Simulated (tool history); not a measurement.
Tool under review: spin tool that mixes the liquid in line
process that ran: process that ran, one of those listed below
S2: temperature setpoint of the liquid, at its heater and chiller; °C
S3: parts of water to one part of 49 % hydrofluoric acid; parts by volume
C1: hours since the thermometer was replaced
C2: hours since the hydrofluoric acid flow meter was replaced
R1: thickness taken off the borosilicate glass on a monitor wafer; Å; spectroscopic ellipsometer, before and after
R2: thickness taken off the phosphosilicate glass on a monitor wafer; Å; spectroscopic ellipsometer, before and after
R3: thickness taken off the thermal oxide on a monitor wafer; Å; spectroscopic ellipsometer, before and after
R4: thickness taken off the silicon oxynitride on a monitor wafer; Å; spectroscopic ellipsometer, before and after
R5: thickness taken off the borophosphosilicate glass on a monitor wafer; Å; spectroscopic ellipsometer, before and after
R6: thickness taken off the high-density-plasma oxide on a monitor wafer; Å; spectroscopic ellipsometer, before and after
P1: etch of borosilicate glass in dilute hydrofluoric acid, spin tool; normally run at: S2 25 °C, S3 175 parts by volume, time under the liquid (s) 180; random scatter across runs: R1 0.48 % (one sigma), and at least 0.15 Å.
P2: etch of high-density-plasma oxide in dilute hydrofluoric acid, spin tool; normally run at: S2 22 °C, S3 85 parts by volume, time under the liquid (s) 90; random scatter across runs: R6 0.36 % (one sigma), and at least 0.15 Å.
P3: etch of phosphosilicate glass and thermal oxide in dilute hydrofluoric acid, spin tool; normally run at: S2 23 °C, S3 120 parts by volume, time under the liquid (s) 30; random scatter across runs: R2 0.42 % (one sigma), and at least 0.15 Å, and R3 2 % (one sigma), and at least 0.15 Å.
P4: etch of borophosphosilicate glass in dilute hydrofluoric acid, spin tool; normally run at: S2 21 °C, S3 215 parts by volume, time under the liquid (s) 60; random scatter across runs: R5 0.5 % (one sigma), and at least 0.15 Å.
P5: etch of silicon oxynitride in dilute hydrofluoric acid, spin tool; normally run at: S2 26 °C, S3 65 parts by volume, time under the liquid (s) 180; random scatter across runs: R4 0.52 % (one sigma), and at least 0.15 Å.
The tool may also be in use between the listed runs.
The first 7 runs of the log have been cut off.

{"run": 8, "hour": 103.7, "process that ran": "P1", "S2": 25, "S3": 175, "time under the liquid (s)": 180, "C1": 339.9, "C2": 473.5, "R1": 206.08}
{"run": 9, "hour": 115.9, "process that ran": "P4", "S2": 21, "S3": 215, "time under the liquid (s)": 60, "C1": 352.1, "C2": 485.7, "R5": 58.141}
{"run": 10, "hour": 128.3, "process that ran": "P3", "S2": 23, "S3": 120, "time under the liquid (s)": 30, "C1": 364.5, "C2": 498.1, "R2": 329.98, "R3": 11.017}
{"run": 11, "hour": 138.0, "process that ran": "P1", "S2": 32, "S3": 175, "time under the liquid (s)": 180, "C1": 374.2, "C2": 507.8, "R1": 264.01}
{"run": 12, "hour": 149.3, "process that ran": "P2", "S2": 22, "S3": 85, "time under the liquid (s)": 90, "C1": 385.5, "C2": 519.1, "R6": 59.762}
{"run": 13, "hour": 163.5, "process that ran": "P4", "S2": 21, "S3": 215, "time under the liquid (s)": 60, "C1": 399.7, "C2": 533.3, "R5": 58.2}
{"run": 14, "hour": 174.9, "process that ran": "P2", "S2": 22, "S3": 85, "time under the liquid (s)": 145, "C1": 411.1, "C2": 544.7, "R6": 97.119}
{"run": 15, "hour": 185.9, "process that ran": "P1", "S2": 25, "S3": 175, "time under the liquid (s)": 300, "C1": 422.1, "C2": 555.7, "R1": 339.88}
{"run": 16, "hour": 198.5, "process that ran": "P1", "S2": 25, "S3": 320, "time under the liquid (s)": 180, "C1": 434.7, "C2": 568.3, "R1": 95.745}
{"run": 17, "hour": 208.1, "process that ran": "P5", "S2": 26, "S3": 20, "time under the liquid (s)": 180, "C1": 444.3, "C2": 577.9, "R4": 504.67}
{"run": 18, "hour": 220.7, "process that ran": "P1", "S2": 25, "S3": 60, "time under the liquid (s)": 180, "C1": 456.9, "C2": 590.5, "R1": 691.53}
{"run": 19, "hour": 228.6, "process that ran": "P5", "S2": 26, "S3": 65, "time under the liquid (s)": 35, "C1": 464.8, "C2": 598.4, "R4": 29.219}
{"hour": 229.6, "done": "hydrofluoric acid flow meter replaced"}
{"run": 20, "hour": 245.1, "process that ran": "P3", "S2": 23, "S3": 25, "time under the liquid (s)": 30, "C1": 481.3, "C2": 15.5, "R2": 1782, "R3": 60.294}
{"run": 21, "hour": 252.5, "process that ran": "P1", "S2": 25, "S3": 175, "time under the liquid (s)": 180, "C1": 488.7, "C2": 22.9, "R1": 205.53}
{"run": 22, "hour": 264.7, "process that ran": "P1", "S2": 17, "S3": 175, "time under the liquid (s)": 180, "C1": 500.9, "C2": 35.1, "R1": 150.67}
{"run": 23, "hour": 273.2, "process that ran": "P3", "S2": 23, "S3": 120, "time under the liquid (s)": 30, "C1": 509.4, "C2": 43.6, "R2": 328.73, "R3": 10.878}
{"run": 24, "hour": 288.7, "process that ran": "P5", "S2": 18.5, "S3": 65, "time under the liquid (s)": 180, "C1": 524.9, "C2": 59.1, "R4": 104}
{"run": 25, "hour": 301.5, "process that ran": "P4", "S2": 17, "S3": 215, "time under the liquid (s)": 60, "C1": 537.7, "C2": 71.9, "R5": 49.888}
{"run": 26, "hour": 317.2, "process that ran": "P2", "S2": 17, "S3": 85, "time under the liquid (s)": 90, "C1": 553.4, "C2": 87.6, "R6": 48.773}
{"run": 27, "hour": 328.7, "process that ran": "P1", "S2": 32, "S3": 175, "time under the liquid (s)": 330, "C1": 564.9, "C2": 99.1, "R1": 482.47}
{"run": 28, "hour": 345.0, "process that ran": "P5", "S2": 26, "S3": 65, "time under the liquid (s)": 180, "C1": 581.2, "C2": 115.4, "R4": 149.08}

What will run 29 give?
{"run": 29, "hour": 354.2, "process that ran": "P1", "S2": 25, "S3": 175, "time under the liquid (s)": 30, "C1": 590.4, "C2": 124.6, "R1": "?"}

R1: 34.342 Å
